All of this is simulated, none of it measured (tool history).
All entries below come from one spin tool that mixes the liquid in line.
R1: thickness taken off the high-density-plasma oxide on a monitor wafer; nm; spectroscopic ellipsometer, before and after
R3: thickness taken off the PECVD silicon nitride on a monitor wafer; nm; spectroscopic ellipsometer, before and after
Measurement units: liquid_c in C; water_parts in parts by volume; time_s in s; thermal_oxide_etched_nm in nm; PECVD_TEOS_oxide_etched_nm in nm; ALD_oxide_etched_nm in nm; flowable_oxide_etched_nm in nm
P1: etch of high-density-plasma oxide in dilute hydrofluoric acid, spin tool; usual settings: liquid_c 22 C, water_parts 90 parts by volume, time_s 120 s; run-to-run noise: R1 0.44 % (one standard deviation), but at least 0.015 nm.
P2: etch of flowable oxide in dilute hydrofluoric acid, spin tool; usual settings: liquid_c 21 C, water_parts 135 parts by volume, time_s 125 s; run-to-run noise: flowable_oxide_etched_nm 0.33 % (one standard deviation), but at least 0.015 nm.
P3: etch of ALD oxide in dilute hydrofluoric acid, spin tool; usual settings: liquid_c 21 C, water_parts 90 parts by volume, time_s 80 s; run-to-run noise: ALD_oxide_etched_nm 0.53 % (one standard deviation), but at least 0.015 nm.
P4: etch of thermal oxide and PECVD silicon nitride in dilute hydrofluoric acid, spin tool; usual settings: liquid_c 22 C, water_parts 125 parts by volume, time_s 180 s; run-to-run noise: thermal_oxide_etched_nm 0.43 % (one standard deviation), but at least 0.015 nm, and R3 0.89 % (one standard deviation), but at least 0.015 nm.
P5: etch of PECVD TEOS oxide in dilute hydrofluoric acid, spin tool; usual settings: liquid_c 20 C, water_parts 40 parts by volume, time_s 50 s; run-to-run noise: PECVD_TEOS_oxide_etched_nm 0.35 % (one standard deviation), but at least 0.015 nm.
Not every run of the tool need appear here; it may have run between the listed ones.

run 1 hour=4 | process=P1 liquid_c=22 water_parts=90 time_s=120 | R1=12.513
run 2 hour=8 | process=P1 liquid_c=22 water_parts=45 time_s=120 | R1=26.346
run 3 hour=14.2 | process=P1 liquid_c=26 water_parts=150 time_s=120 | R1=8.2251
run 4 hour=18.3 | process=P4 liquid_c=22 water_parts=125 time_s=180 | thermal_oxide_etched_nm=6.0191 R3=2.6532
run 5 hour=21.3 | process=P1 liquid_c=22 water_parts=90 time_s=120 | R1=12.488
run 6 hour=25.9 | process=P5 liquid_c=20 water_parts=75 time_s=50 | PECVD_TEOS_oxide_etched_nm=4.8985
-- hour=30.5 thermometer replaced
run 7 hour=32 | process=P1 liquid_c=22 water_parts=90 time_s=120 | R1=12.439
run 8 hour=34.9 | process=P1 liquid_c=22 water_parts=90 time_s=40 | R1=4.1476
run 9 hour=41.3 | process=P5 liquid_c=20 water_parts=40 time_s=50 | PECVD_TEOS_oxide_etched_nm=9.6442
-- hour=43.1 hydrofluoric acid flow meter replaced
run 10 hour=45.9 | process=P3 liquid_c=21 water_parts=30 time_s=80 | ALD_oxide_etched_nm=56.575
run 11 hour=52.4 | process=P3 liquid_c=21 water_parts=90 time_s=80 | ALD_oxide_etched_nm=17.666
run 12 hour=56.2 | process=P5 liquid_c=20 water_parts=40 time_s=100 | PECVD_TEOS_oxide_etched_nm=19.219
run 13 hour=62 | process=P3 liquid_c=17 water_parts=90 time_s=80 | ALD_oxide_etched_nm=14.949
run 14 hour=67.9 | process=P1 liquid_c=22 water_parts=90 time_s=120 | R1=12.515
run 15 hour=72.8 | process=P1 liquid_c=22 water_parts=90 time_s=120 | R1=12.518
run 16 hour=77.9 | process=P2 liquid_c=21 water_parts=135 time_s=125 | flowable_oxide_etched_nm=29.504
run 17 hour=82.7 | process=P1 liquid_c=18 water_parts=90 time_s=120 | R1=10.596
run 18 hour=89.2 | process=P1 liquid_c=22 water_parts=90 time_s=195 | R1=20.355
run 19 hour=92.3 | process=P4 liquid_c=22 water_parts=60 time_s=180 | thermal_oxide_etched_nm=13.602 R3=5.2995
run 20 hour=96.8 | process=P2 liquid_c=21 water_parts=60 time_s=125 | flowable_oxide_etched_nm=72.86
run 21 hour=102.1 | process=P3 liquid_c=21 water_parts=90 time_s=80 | ALD_oxide_etched_nm=17.564
run 22 hour=108.8 | process=P1 liquid_c=22 water_parts=160 time_s=120 | R1=6.5052
run 23 hour=113.5 | process=P2 liquid_c=21 water_parts=135 time_s=125 | flowable_oxide_etched_nm=29.623
run 24 hour=119.4 | process=P2 liquid_c=17 water_parts=135 time_s=125 | flowable_oxide_etched_nm=25.159
run 25 hour=124.3 | process=P5 liquid_c=17 water_parts=40 time_s=50 | PECVD_TEOS_oxide_etched_nm=8.4144
run 26 hour=128.7 | process=P2 liquid_c=21 water_parts=135 time_s=45 | flowable_oxide_etched_nm=10.598
run 27 hour=131.6 | process=P3 liquid_c=21 water_parts=90 time_s=140 | ALD_oxide_etched_nm=30.778
run 28 hour=135.3 | process=P1 liquid_c=22 water_parts=20 time_s=180 | R1=91.765
run 29 hour=140.9 | process=P4 liquid_c=17 water_parts=125 time_s=180 | thermal_oxide_etched_nm=4.9198 R3=1.8853
run 30 hour=144.6 | process=P5 liquid_c=20 water_parts=40 time_s=50 | PECVD_TEOS_oxide_etched_nm=9.6808
run 31 hour=148.3 | process=P4 liquid_c=22 water_parts=125 time_s=340 | thermal_oxide_etched_nm=11.436 R3=4.9314
run 32 hour=154 | process=P1 liquid_c=27 water_parts=90 time_s=120 | R1=15.273
run 33 hour=158.1 | process=P1 liquid_c=22 water_parts=90 time_s=120 | R1=12.615
run 34 hour=162.8 | process=P1 liquid_c=22 water_parts=90 time_s=120 | R1=12.832
run 35 hour=168.2 | process=P1 liquid_c=22 water_parts=90 time_s=120 | R1=12.977
run 36 hour=173.6 | process=P1 liquid_c=22 water_parts=90 time_s=120 | R1=12.996
run 37 hour=176.8 | process=P1 liquid_c=22 water_parts=90 time_s=120 | R1=13.014
run 38 hour=182.8 | process=P1 liquid_c=22 water_parts=90 time_s=120 | R1=13.133
run 39 hour=186.6 | process=P1 liquid_c=22 water_parts=90 time_s=120 | R1=13.054
run 40 hour=193.2 | process=P1 liquid_c=22 water_parts=90 time_s=120 | R1=13.187
run 41 hour=199.1 | process=P1 liquid_c=22 water_parts=90 time_s=120 | R1=13.159
run 42 hour=202.5 | process=P1 liquid_c=22 water_parts=90 time_s=120 | R1=13.266
run 43 hour=208.5 | process=P1 liquid_c=22 water_parts=90 time_s=120 | R1=13.252
run 44 hour=211.9 | process=P1 liquid_c=22 water_parts=90 time_s=120 | R1=13.162

Compared with where it was, what P1 gives has crept away. Each cause listed below fits the log as well as the rest, at the size given for it:
A: liquid hotter than its thermometer reads (K) = 1.45
B: hydrofluoric acid flow above the setpoint (%) = 5.43
The creep began at about hour 158.1.

Which of the 4 check runs listed below, each an average over 3 wafers with its results shown as question marks, gives clearly different results under the different listed causes?
run check 1 hour=215.3 | process=P2 liquid_c=17 water_parts=135 time_s=50 | flowable_oxide_etched_nm=?
run check 2 hour=215.3 | process=P5 liquid_c=20 water_parts=70 time_s=50 | PECVD_TEOS_oxide_etched_nm=?
run check 3 hour=215.3 | process=P4 liquid_c=17 water_parts=125 time_s=180 | thermal_oxide_etched_nm=? R3=?
run check 4 hour=215.3 | process=P3 liquid_c=21 water_parts=40 time_s=125 | ALD_oxide_etched_nm=?

Predicted outcomes, by check and by cause:
check=check_1 result=flowable_oxide_etched_nm if_A=10.683 if_B=10.686
check=check_2 result=PECVD_TEOS_oxide_etched_nm if_A=5.6191 if_B=5.6012
check=check_3 result=thermal_oxide_etched_nm if_A=5.2412 if_B=5.2386
check=check_3 result=R3 if_A=2.0618 if_B=1.9641
check=check_4 result=ALD_oxide_etched_nm if_A=70.017 if_B=69.614
Per check, the gap between the least separated pair of causes, taken in the result that splits them most: check 1 0.02 %; check 2 0.32 %; check 3 4.85 %; check 4 0.58 %
Check 3 distinguishes between the causes, while the remaining checks would return nearly the same result for all of them.

Check 3 was carried out, with these results: thermal_oxide_etched_nm 5.2477 nm; R3 1.9618 nm. Which of the listed causes is responsible?

The correct cause is B, namely: hydrofluoric acid flow above the setpoint (%).
